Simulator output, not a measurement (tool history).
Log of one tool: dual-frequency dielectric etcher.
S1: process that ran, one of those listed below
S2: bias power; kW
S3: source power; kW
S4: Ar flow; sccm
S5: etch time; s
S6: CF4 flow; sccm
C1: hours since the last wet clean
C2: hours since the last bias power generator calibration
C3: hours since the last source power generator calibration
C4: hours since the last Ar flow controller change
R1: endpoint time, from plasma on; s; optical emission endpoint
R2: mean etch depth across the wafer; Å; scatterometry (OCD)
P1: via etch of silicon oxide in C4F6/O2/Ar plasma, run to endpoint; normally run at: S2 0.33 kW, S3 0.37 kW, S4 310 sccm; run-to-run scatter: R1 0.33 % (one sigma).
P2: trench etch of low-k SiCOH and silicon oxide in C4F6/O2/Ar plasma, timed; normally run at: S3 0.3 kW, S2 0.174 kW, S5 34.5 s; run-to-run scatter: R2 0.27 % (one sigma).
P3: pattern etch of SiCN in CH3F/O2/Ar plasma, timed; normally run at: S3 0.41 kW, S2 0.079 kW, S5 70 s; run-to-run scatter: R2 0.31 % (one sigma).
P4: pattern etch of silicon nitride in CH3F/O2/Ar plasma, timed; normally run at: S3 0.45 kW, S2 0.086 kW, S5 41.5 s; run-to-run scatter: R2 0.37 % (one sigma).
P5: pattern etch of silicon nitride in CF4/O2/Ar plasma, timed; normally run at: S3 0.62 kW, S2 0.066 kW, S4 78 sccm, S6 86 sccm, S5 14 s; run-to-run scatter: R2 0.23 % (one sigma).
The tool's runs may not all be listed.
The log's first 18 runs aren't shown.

run   hour  S1     S2    S3   S4    S5  S6     C1     C2      C3      C4      R1      R2
 19  201.9  P2  0.174  0.22       34.5      461.8  620.9    2342   885.7           912.3
 20  211.2  P2  0.174   0.3       34.5      471.1  630.2  2351.3     895          1027.3
 21  222.6  P5  0.066  0.62   78    14  86  482.5  641.6  2362.7   906.4          353.42
 22  229.4  P5  0.051  0.62   78    14  86  489.3  648.4  2369.5   913.2          319.87
 23  237.1  P5  0.066  0.62   48    14  86    497  656.1  2377.2   920.9          369.62
 24  247.7  P2  0.228   0.3       34.5      507.6  666.7  2387.8   931.5          1125.7
 25    261  P3  0.079  0.41         70      520.9    680  2401.1   944.8          275.81
 26  276.2  P5  0.066  0.62   78    11  86  536.1  695.2  2416.3     960          278.19
 27  289.1  P5  0.066  0.42   78    14  86    549  708.1  2429.2   972.9          251.97
 28  302.1  P1   0.33  0.37  310              562  721.1  2442.2   985.9  22.673
 29  316.8  P1   0.33  0.37  310            576.7  735.8  2456.9  1000.6   22.56
 30  329.2  P1  0.205  0.37  310            589.1  748.2  2469.3    1013  26.276
 31  343.9  P1   0.33  0.37  237            603.8  762.9    2484  1027.7  21.855
 32  358.6  P1   0.33  0.37  310            618.5  777.6  2498.7  1042.4  22.554
 33  366.1  P1   0.33  0.37  310              626  785.1  2506.2  1049.9  22.615
 34  380.2  P1   0.33  0.37  310            640.1  799.2  2520.3    1064  22.848

Forecast run 35:
     387.9  -- Ar flow controller replaced
 35   388  P1  0.33  0.37  310          647.9  807  2528.1  0.2   ?

R1: 22.849 s

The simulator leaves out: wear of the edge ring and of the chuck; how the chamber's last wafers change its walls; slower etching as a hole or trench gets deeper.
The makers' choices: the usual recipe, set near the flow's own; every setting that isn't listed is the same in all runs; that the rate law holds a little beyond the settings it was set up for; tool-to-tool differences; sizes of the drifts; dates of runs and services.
